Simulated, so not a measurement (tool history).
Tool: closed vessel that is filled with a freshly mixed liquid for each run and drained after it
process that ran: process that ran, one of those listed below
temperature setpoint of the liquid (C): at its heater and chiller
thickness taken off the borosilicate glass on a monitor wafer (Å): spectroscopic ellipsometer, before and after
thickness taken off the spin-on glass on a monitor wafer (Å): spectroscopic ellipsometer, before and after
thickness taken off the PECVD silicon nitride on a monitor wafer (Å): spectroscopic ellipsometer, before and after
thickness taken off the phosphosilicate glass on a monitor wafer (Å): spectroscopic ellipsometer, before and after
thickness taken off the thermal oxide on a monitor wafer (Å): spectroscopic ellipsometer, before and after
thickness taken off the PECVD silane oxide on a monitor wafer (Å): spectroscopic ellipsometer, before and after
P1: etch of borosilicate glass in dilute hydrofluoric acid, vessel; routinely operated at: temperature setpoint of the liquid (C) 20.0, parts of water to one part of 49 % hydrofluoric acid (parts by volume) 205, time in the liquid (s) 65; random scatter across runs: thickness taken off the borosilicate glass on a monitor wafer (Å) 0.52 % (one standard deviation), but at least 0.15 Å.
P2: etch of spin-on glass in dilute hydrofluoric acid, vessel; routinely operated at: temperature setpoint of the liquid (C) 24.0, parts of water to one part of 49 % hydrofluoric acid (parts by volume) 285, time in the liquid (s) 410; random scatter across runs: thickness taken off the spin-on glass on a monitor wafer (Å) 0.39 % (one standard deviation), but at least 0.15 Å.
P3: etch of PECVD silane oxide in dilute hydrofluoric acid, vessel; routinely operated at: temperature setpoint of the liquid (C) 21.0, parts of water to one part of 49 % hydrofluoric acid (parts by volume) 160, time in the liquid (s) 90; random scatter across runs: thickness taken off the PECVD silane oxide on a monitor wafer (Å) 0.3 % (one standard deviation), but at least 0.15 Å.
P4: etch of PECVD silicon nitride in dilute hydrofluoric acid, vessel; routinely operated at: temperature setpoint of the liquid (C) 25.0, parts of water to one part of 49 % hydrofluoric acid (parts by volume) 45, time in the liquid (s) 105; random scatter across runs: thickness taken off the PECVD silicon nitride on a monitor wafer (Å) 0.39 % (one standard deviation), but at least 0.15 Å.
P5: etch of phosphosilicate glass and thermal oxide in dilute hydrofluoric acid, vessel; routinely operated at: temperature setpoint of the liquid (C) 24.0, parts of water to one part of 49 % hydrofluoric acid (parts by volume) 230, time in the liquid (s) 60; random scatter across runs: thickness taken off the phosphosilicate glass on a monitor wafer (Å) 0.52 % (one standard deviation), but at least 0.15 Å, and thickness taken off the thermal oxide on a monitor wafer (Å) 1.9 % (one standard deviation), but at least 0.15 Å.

run,hour,process that ran,temperature setpoint of the liquid (C),parts of water to one part of 49 % hydrofluoric acid (parts by volume),time in the liquid (s),hours since the thermometer was replaced,hours since the hydrofluoric acid flow meter was replaced,thickness taken off the borosilicate glass on a monitor wafer (Å),thickness taken off the spin-on glass on a monitor wafer (Å),thickness taken off the PECVD silicon nitride on a monitor wafer (Å),thickness taken off the phosphosilicate glass on a monitor wafer (Å),thickness taken off the thermal oxide on a monitor wafer (Å),thickness taken off the PECVD silane oxide on a monitor wafer (Å)
1,5.1,P1,20.0,205,65,304.7,175.5,116.740,,,,,
2,7.3,P1,20.0,205,65,306.9,177.7,116.490,,,,,
3,11.2,P1,26.5,205,125,310.8,181.6,283.510,,,,,
4,15.9,P1,27.5,205,65,315.5,186.3,154.190,,,,,
5,19.3,P2,24.0,70,410,318.9,189.7,,2476.90,,,,
6,22.5,P4,25.0,45,105,322.1,192.9,,,70.441,,,
7,24.9,P2,18.0,285,410,324.5,195.3,,379.90,,,,
8,30.0,P1,20.0,205,30,329.6,200.4,53.878,,,,,
9,34.0,P1,20.0,205,65,333.6,204.4,115.790,,,,,
10,39.1,P5,24.0,230,115,338.7,209.5,,,,522.51,21.4200,
11,41.7,P5,24.0,230,60,341.3,212.1,,,,272.53,10.9190,
12,45.7,P1,20.0,345,65,345.3,216.1,60.004,,,,,
13,49.6,P3,21.0,160,165,349.2,220.0,,,,,,262.910
14,52.5,P1,17.0,205,65,352.1,222.9,103.160,,,,,
15,55.4,P1,20.0,205,65,355.0,225.8,116.590,,,,,
16,58.2,P1,20.0,205,110,357.8,228.6,196.440,,,,,
17,62.2,P4,33.5,45,105,361.8,232.6,,,121.300,,,
18,66.3,P1,20.0,205,65,365.9,236.7,117.420,,,,,
19,68.8,P3,21.0,270,90,368.4,239.2,,,,,,75.975
20,71.3,P5,17.0,230,60,370.9,241.7,,,,208.63,8.3826,
21,76.1,P1,24.0,205,35,375.7,246.5,73.714,,,,,
22,78.8,P2,24.0,285,410,378.4,249.2,,477.56,,,,
23,83.7,P4,25.0,75,105,383.3,254.1,,,42.288,,,
24,86.6,P2,24.0,285,410,386.2,257.0,,475.16,,,,
25,90.0,P3,17.0,160,90,389.6,260.4,,,,,,122.650
26,93.3,P4,25.0,45,190,392.9,263.7,,,127.020,,,
27,97.3,P5,24.0,420,60,396.9,267.7,,,,124.12,5.3179,
28,99.8,P2,24.0,285,745,399.4,270.2,,864.75,,,,
29,104.6,P1,20.0,130,65,404.2,275.0,197.120,,,,,
30,108.8,P3,21.0,160,90,408.4,279.2,,,,,,143.430
31,113.4,P4,25.0,45,105,413.0,283.8,,,70.179,,,
32,117.2,P1,20.0,205,65,416.8,287.6,115.520,,,,,
33,121.7,P1,20.0,205,65,421.3,292.1,119.510,,,,,
34,124.3,P1,20.0,205,65,423.9,294.7,119.220,,,,,
35,126.9,P1,20.0,205,65,426.5,297.3,121.650,,,,,
36,130.9,P1,20.0,205,65,430.5,301.3,121.460,,,,,
37,134.5,P1,20.0,205,65,434.1,304.9,123.290,,,,,
38,139.4,P1,20.0,205,65,439.0,309.8,123.370,,,,,
39,142.8,P1,20.0,205,65,442.4,313.2,124.190,,,,,
40,146.9,P1,20.0,205,65,446.5,317.3,123.880,,,,,
41,151.5,P1,20.0,205,65,451.1,321.9,124.780,,,,,
42,156.5,P1,20.0,205,65,456.1,326.9,124.810,,,,,
43,159.0,P1,20.0,205,65,458.6,329.4,125.220,,,,,

The output of P1 has drifted from where it used to be. Each of the 2 causes below, taken at the size shown beside it, accounts for the log equally well:
A: liquid hotter than its thermometer reads (K) = 1.84
B: hydrofluoric acid flow above the setpoint (%) = 6.01
At approximately hour 117.2, the process output began to creep.

Of the 4 check runs listed below, each run on one wafer and each result written as a question mark, which would let you distinguish the listed causes because they would give clearly different results?
check 1,161.5,P4,33.0,60,105,,,,,?,,,
check 2,161.5,P3,21.0,230,165,,,,,,,,?
check 3,161.5,P5,17.0,230,100,,,,,,?,?,
check 4,161.5,P2,24.0,125,660,,,,?,,,,

Predicted outcomes, by check and by cause:
check,result,if A,if B
check 1,thickness taken off the PECVD silicon nitride on a monitor wafer (Å),99.328,93.900
check 2,thickness taken off the PECVD silane oxide on a monitor wafer (Å),182.550,183.060
check 3,thickness taken off the phosphosilicate glass on a monitor wafer (Å),374.37,373.82
check 3,thickness taken off the thermal oxide on a monitor wafer (Å),15.1940,15.1720
check 4,thickness taken off the spin-on glass on a monitor wafer (Å),2232.50,2223.30
How far apart the two closest causes lie, in the result that separates them most: check 1 5.62 %; check 2 0.28 %; check 3 0.15 %; check 4 0.41 %
Check 1 tells the causes apart: in the others they would give nearly the same result.

The results of check 1 are: thickness taken off the PECVD silicon nitride on a monitor wafer (Å) 93.845. Based on these, which of the listed causes is it?

It is B: hydrofluoric acid flow above the setpoint (%).
